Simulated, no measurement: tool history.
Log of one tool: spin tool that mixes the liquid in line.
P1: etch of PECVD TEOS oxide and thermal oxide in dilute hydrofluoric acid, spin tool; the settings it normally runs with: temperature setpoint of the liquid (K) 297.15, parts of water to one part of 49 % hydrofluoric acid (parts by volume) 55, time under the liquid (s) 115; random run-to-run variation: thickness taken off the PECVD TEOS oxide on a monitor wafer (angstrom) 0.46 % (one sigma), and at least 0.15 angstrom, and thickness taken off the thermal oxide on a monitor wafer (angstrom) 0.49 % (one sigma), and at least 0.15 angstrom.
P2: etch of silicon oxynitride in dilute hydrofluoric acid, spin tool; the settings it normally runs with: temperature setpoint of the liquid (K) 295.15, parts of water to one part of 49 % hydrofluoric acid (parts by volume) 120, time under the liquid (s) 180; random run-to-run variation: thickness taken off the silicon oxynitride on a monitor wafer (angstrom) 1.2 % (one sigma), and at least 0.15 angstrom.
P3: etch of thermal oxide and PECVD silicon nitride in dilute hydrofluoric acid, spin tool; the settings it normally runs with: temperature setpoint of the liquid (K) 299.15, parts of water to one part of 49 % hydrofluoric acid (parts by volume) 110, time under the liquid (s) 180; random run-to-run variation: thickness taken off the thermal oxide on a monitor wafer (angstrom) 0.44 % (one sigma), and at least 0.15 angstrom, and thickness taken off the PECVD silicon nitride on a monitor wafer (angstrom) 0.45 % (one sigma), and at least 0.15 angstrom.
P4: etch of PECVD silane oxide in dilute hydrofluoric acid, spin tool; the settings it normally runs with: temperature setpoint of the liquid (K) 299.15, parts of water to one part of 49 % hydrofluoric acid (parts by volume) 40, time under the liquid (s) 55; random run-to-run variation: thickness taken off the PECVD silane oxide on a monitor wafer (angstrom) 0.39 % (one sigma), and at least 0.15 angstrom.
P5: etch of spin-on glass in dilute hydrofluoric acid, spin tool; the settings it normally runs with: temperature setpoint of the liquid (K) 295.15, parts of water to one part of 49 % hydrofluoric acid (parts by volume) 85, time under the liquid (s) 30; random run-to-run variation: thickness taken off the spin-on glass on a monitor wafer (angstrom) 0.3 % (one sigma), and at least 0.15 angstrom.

run   hour  process that ran  temperature setpoint of the liquid (K)  parts of water to one part of 49 % hydrofluoric acid (parts by volume)  time under the liquid (s)  hours since the thermometer was replaced  hours since the hydrofluoric acid flow meter was replaced  thickness taken off the PECVD TEOS oxide on a monitor wafer (angstrom)  thickness taken off the thermal oxide on a monitor wafer (angstrom)  thickness taken off the spin-on glass on a monitor wafer (angstrom)  thickness taken off the silicon oxynitride on a monitor wafer (angstrom)  thickness taken off the PECVD silane oxide on a monitor wafer (angstrom)  thickness taken off the PECVD silicon nitride on a monitor wafer (angstrom)
  1    4.9                P1                                  297.15                                                                      55                        115                                    1752.8                                                      201.1                                                                  214.44                                                                105.7
  2    9.3                P1                                  297.15                                                                      55                        200                                    1757.2                                                      205.5                                                                  371.01                                                                184.1
  3   12.4                P1                                  293.65                                                                      85                        115                                    1760.3                                                      208.6                                                                  115.35                                                               57.245
  4   15.5                P1                                  297.15                                                                      55                        115                                    1763.4                                                      211.7                                                                  217.09                                                                105.6
  5   19.5                P5                                  295.15                                                                     135                         30                                    1767.4                                                      215.7                                                                                                                                                                                                            66.845
  6   21.9                P1                                  297.15                                                                      55                        115                                    1769.8                                                      218.1                                                                  213.76                                                               106.21
  7   24.8                P2                                  290.15                                                                     120                        180                                    1772.7                                                        221                                                                                                                                                                                                                                                                                      16.047
  8   27.9                P5                                  295.15                                                                      85                         30                                    1775.8                                                      224.1                                                                                                                                                                                                            112.17
  9   32.1                P4                                  299.15                                                                      40                         20                                      1780                                                      228.3                                                                                                                                                                                                                                                                                                                                                                 126.6
 10   37.1                P2                                  295.15                                                                     120                         15                                      1785                                                      233.3                                                                                                                                                                                                                                                                                      1.9469
 11   41.9                P1                                  297.15                                                                      20                         45                                    1789.8                                                      238.1                                                                  240.56                                                               119.63
 12     45                P1                                  297.15                                                                      35                         35                                    1792.9                                                      241.2                                                                  105.14                                                               52.024
 13   47.8                P2                                  295.15                                                                      75                        180                                    1795.7                                                        244                                                                                                                                                                                                                                                                                       34.89
 14   50.5                P3                                  299.15                                                                     110                        180                                    1798.4                                                      246.7                                                                                                                                       80.868                                                                                                                                                                                                                                                                                                87.864
 15     54                P1                                  297.15                                                                     105                        115                                    1801.9                                                      250.2                                                                  105.03                                                               51.662
 16   58.8                P2                                  295.15                                                                     120                        180                                    1806.7                                                        255                                                                                                                                                                                                                                                                                      21.079
 17   62.1                P1                                  297.15                                                                      55                        115                                      1810                                                      258.3                                                                  213.89                                                               105.58
 18   66.9                P5                                  295.15                                                                      85                         15                                    1814.8                                                      263.1                                                                                                                                                                                                            56.381
 19   70.9                P1                                  297.15                                                                      55                        115                                    1818.8                                                      267.1                                                                  214.63                                                               106.09
 20   73.9                P4                                  299.15                                                                      20                         55                                    1821.8                                                      270.1                                                                                                                                                                                                                                                                                                                                                                716.09
 21   76.8                P3                                  299.15                                                                     110                         55                                    1824.7                                                        273                                                                                                                                       24.879                                                                                                                                                                                                                                                                                                26.926
 22   80.9                P4                                  299.15                                                                      40                         55                                    1828.8                                                      277.1                                                                                                                                                                                                                                                                                                                                                                347.98
 23   83.2                P1                                  291.15                                                                      55                        115                                    1831.1                                                      279.4                                                                  167.19                                                               81.923
 24   85.7                P3                                  299.15                                                                     110                        180                                    1833.6                                                      281.9                                                                                                                                       81.649                                                                                                                                                                                                                                                                                                87.314
 25   90.3                P2                                  295.15                                                                     120                        180                                    1838.2                                                      286.5                                                                                                                                                                                                                                                                                       20.01
      92.2  -- thermometer replaced
 26   92.7                P5                                  295.15                                                                      85                         30                                       0.6                                                      288.9                                                                                                                                                                                                            113.61
 27   95.3                P1                                  302.65                                                                      55                        115                                       3.2                                                      291.5                                                                  264.09                                                                132.3
 28   97.6                P4                                  293.65                                                                      40                         55                                       5.5                                                      293.8                                                                                                                                                                                                                                                                                                                                                                 275.9
 29  100.9                P3                                  299.15                                                                      45                        180                                       8.8                                                      297.1                                                                                                                                       215.57                                                                                                                                                                                                                                                                                                   214
 30  103.9                P1                                  297.15                                                                      20                        115                                      11.8                                                      300.1                                                                  615.73                                                               304.48
 31  106.6                P3                                  290.65                                                                     110                        180                                      14.5                                                      302.8                                                                                                                                       57.363                                                                                                                                                                                                                                                                                                49.874
 32  108.8                P5                                  303.15                                                                      85                         30                                      16.7                                                        305                                                                                                                                                                                                            154.74
 33  112.3                P1                                  297.15                                                                      55                         55                                      20.2                                                      308.5                                                                  102.25                                                               50.593
 34  116.4                P1                                  297.15                                                                      55                        115                                      24.3                                                      312.6                                                                  214.34                                                               105.99
 35  120.8                P1                                  297.15                                                                      55                        115                                      28.7                                                        317                                                                  206.69                                                               102.06
 36  125.5                P1                                  297.15                                                                      55                        115                                      33.4                                                      321.7                                                                  200.75                                                               98.963
 37  129.1                P1                                  297.15                                                                      55                        115                                        37                                                      325.3                                                                  197.88                                                               98.309
 38  132.8                P1                                  297.15                                                                      55                        115                                      40.7                                                        329                                                                  197.59                                                               97.178
 39  136.1                P1                                  297.15                                                                      55                        115                                        44                                                      332.3                                                                  196.54                                                               97.436

The next listed run, before its measurement:
 40  138.7                P1                                  297.15                                                                      55                        115                                      46.6                                                      334.9                                                                       ?                                                                    ?

{"run 40": {"thickness taken off the PECVD TEOS oxide on a monitor wafer (angstrom)": 196.36, "thickness taken off the thermal oxide on a monitor wafer (angstrom)": 96.565}}
